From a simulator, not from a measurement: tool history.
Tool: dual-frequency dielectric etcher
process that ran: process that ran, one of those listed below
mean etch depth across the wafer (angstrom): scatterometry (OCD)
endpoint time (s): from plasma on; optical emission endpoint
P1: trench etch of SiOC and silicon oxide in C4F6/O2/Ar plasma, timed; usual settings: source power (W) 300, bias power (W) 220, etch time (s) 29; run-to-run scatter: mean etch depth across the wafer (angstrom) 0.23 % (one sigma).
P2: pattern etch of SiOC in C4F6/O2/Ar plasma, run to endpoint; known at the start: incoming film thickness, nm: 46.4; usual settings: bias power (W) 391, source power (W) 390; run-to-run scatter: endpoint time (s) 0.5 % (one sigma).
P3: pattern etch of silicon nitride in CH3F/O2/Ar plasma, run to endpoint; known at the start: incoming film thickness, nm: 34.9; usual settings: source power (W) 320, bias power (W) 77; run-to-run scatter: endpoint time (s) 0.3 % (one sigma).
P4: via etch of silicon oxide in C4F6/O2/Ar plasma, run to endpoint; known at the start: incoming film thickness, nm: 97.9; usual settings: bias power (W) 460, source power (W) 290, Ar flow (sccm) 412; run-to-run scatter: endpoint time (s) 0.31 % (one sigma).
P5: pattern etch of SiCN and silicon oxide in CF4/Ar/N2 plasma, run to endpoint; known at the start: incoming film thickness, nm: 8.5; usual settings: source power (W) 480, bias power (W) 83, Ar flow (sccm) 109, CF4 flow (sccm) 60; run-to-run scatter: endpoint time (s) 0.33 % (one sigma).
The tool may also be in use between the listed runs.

| run | day | process that ran | source power (W) | bias power (W) | etch time (s) | Ar flow (sccm) | CF4 flow (sccm) | hours since the last wet clean | hours since the last source power generator calibration | hours since the last bias power generator calibration | mean etch depth across the wafer (angstrom) | endpoint time (s) |
|---|---|---|---|---|---|---|---|---|---|---|---|---|
| 1 | 0.492 | P1 | 300 | 220 | 29 |  |  | 263.9 | 2339.4 | 718.0 | 554.49 |  |
| 2 | 1.058 | P1 | 300 | 220 | 29 |  |  | 277.5 | 2353.0 | 731.6 | 556.72 |  |
| 3 | 1.433 | P4 | 290 | 460 |  | 412 |  | 286.5 | 2362.0 | 740.6 |  | 25.7900 |
| 4 | 1.846 | P5 | 480 | 49 |  | 109 | 60 | 296.4 | 2371.9 | 750.5 |  | 11.3410 |
| 5 | 2.300 | P4 | 290 | 460 |  | 328 |  | 307.3 | 2382.8 | 761.4 |  | 25.1760 |
| 6 | 2.725 | P1 | 300 | 220 | 29 |  |  | 317.5 | 2393.0 | 771.6 | 558.19 |  |
| 7 | 3.267 | P1 | 300 | 220 | 29 |  |  | 330.5 | 2406.0 | 784.6 | 556.61 |  |
| 8 | 3.979 | P2 | 540 | 391 |  |  |  | 347.6 | 2423.1 | 801.7 |  | 15.6830 |
| 9 | 4.696 | P1 | 300 | 220 | 29 |  |  | 364.8 | 2440.3 | 818.9 | 558.51 |  |
| 10 | 5.154 | P4 | 290 | 564 |  | 412 |  | 375.8 | 2451.3 | 829.9 |  | 23.8430 |
| 11 | 5.650 | P1 | 380 | 220 | 29 |  |  | 387.7 | 2463.2 | 841.8 | 610.65 |  |
| 12 | 6.383 | P3 | 320 | 77 |  |  |  | 405.3 | 2480.8 | 859.4 |  | 51.7870 |
| 13 | 7.033 | P1 | 360 | 180 | 29 |  |  | 420.9 | 2496.4 | 875.0 | 557.92 |  |
| 14 | 7.575 | P1 | 300 | 220 | 29 |  |  | 433.9 | 2509.4 | 888.0 | 556.55 |  |
| 15 | 8.183 | P4 | 210 | 460 |  | 412 |  | 448.5 | 2524.0 | 902.6 |  | 29.0190 |
| 16 | 8.512 | P5 | 480 | 83 |  | 109 | 60 | 456.4 | 2531.9 | 910.5 |  | 9.4368 |
| 17 | 8.838 | P3 | 320 | 45 |  |  |  | 464.2 | 2539.7 | 918.3 |  | 62.5720 |
| 18 | 9.508 | P1 | 300 | 220 | 29 |  |  | 480.3 | 2555.8 | 934.4 | 555.97 |  |
| 19 | 9.896 | P5 | 480 | 83 |  | 109 | 40 | 489.6 | 2565.1 | 943.7 |  | 10.1890 |
| 20 | 10.225 | P1 | 300 | 220 | 19 |  |  | 497.5 | 2573.0 | 951.6 | 365.52 |  |
| 21 | 10.783 | P4 | 290 | 460 |  | 412 |  | 510.9 | 2586.4 | 965.0 |  | 25.9530 |
| 22 | 11.479 | P2 | 390 | 544 |  |  |  | 527.6 | 2603.1 | 981.7 |  | 15.4930 |
| 23 | 12.067 | P5 | 480 | 83 |  | 109 | 60 | 541.7 | 2617.2 | 995.8 |  | 9.4212 |
| 24 | 12.683 | P3 | 210 | 77 |  |  |  | 556.5 | 2632.0 | 1010.6 |  | 60.8810 |
| 25 | 13.225 | P2 | 390 | 391 |  |  |  | 569.5 | 2645.0 | 1023.6 |  | 17.5200 |
| 26 | 13.583 | P1 | 300 | 139 | 29 |  |  | 578.1 | 2653.6 | 1032.2 | 481.05 |  |
| 27 | 14.000 | P5 | 390 | 83 |  | 109 | 60 | 588.1 | 2663.6 | 1042.2 |  | 11.3440 |
| 28 | 14.679 | P1 | 300 | 220 | 41 |  |  | 604.4 | 2679.9 | 1058.5 | 789.98 |  |
| 29 | 15.025 | P1 | 300 | 301 | 29 |  |  | 612.7 | 2688.2 | 1066.8 | 620.32 |  |
| 30 | 15.746 | P1 | 170 | 220 | 29 |  |  | 630.0 | 2705.5 | 1084.1 | 448.35 |  |
| 31 | 16.383 | P2 | 390 | 391 |  |  |  | 645.3 | 2720.8 | 1099.4 |  | 17.6320 |
| 32 | 16.862 | P5 | 480 | 83 |  | 65 | 60 | 656.8 | 2732.3 | 1110.9 |  | 8.8418 |
| 33 | 17.217 | P1 | 300 | 220 | 29 |  |  | 665.3 | 2740.8 | 1119.4 | 558.81 |  |
| 34 | 17.862 | P1 | 300 | 220 | 29 |  |  | 680.8 | 2756.3 | 1134.9 | 554.68 |  |
| 35 | 18.575 | P1 | 300 | 220 | 29 |  |  | 697.9 | 2773.4 | 1152.0 | 552.63 |  |
| 36 | 19.238 | P1 | 300 | 220 | 29 |  |  | 713.8 | 2789.3 | 1167.9 | 548.58 |  |
| 37 | 19.933 | P1 | 300 | 220 | 29 |  |  | 730.5 | 2806.0 | 1184.6 | 548.22 |  |
| 38 | 20.283 | P1 | 300 | 220 | 29 |  |  | 738.9 | 2814.4 | 1193.0 | 551.91 |  |
|  | 20.512 | wet clean of the chamber |
| 39 | 20.621 | P1 | 300 | 220 | 29 |  |  | 2.7 | 2822.5 | 1201.1 | 546.69 |  |
| 40 | 21.146 | P1 | 300 | 220 | 29 |  |  | 15.3 | 2835.1 | 1213.7 | 549.43 |  |
| 41 | 21.767 | P1 | 300 | 220 | 29 |  |  | 30.2 | 2850.0 | 1228.6 | 549.44 |  |
| 42 | 22.371 | P1 | 300 | 220 | 29 |  |  | 44.7 | 2864.5 | 1243.1 | 550.82 |  |

What P1 gives has crept away from where it was. These 2 causes fit the log equally well, each at the size given:
A: source power that arrives under what is set, % = 4.15
B: bias power that arrives under what is set, % = 4.72
The creep began at about day 17.217.
Why every other cause is out:
chamber walls in a state that lowers the etch rate, %: serviced at day 20.512, which brought nothing back

4 check runs are offered, one wafer each, their results left as question marks. Which one tells the causes apart?
| check 1 | 22.975 | P3 | 320 | 54 |  |  |  |  |  |  |  | ? |
| check 2 | 22.975 | P2 | 530 | 391 |  |  |  |  |  |  |  | ? |
| check 3 | 22.975 | P5 | 480 | 51 |  | 66 | 60 |  |  |  |  | ? |
| check 4 | 22.975 | P4 | 290 | 527 |  | 412 |  |  |  |  |  | ? |

What each check would give under each cause:
| check | result | if A | if B |
|---|---|---|---|
| check 1 | endpoint time (s) | 59.5840 | 59.5460 |
| check 2 | endpoint time (s) | 15.9310 | 15.9490 |
| check 3 | endpoint time (s) | 10.6790 | 10.4280 |
| check 4 | endpoint time (s) | 24.9420 | 25.0150 |
How far apart the two closest causes lie, in the result that separates them most: check 1 0.06 %; check 2 0.12 %; check 3 2.37 %; check 4 0.29 %
Only check 3 tells the causes apart: in the others they would give nearly the same result.

Then check 3 was run and gave: endpoint time (s) 10.4260. Which cause is it?

It is B: bias power that arrives under what is set, %.

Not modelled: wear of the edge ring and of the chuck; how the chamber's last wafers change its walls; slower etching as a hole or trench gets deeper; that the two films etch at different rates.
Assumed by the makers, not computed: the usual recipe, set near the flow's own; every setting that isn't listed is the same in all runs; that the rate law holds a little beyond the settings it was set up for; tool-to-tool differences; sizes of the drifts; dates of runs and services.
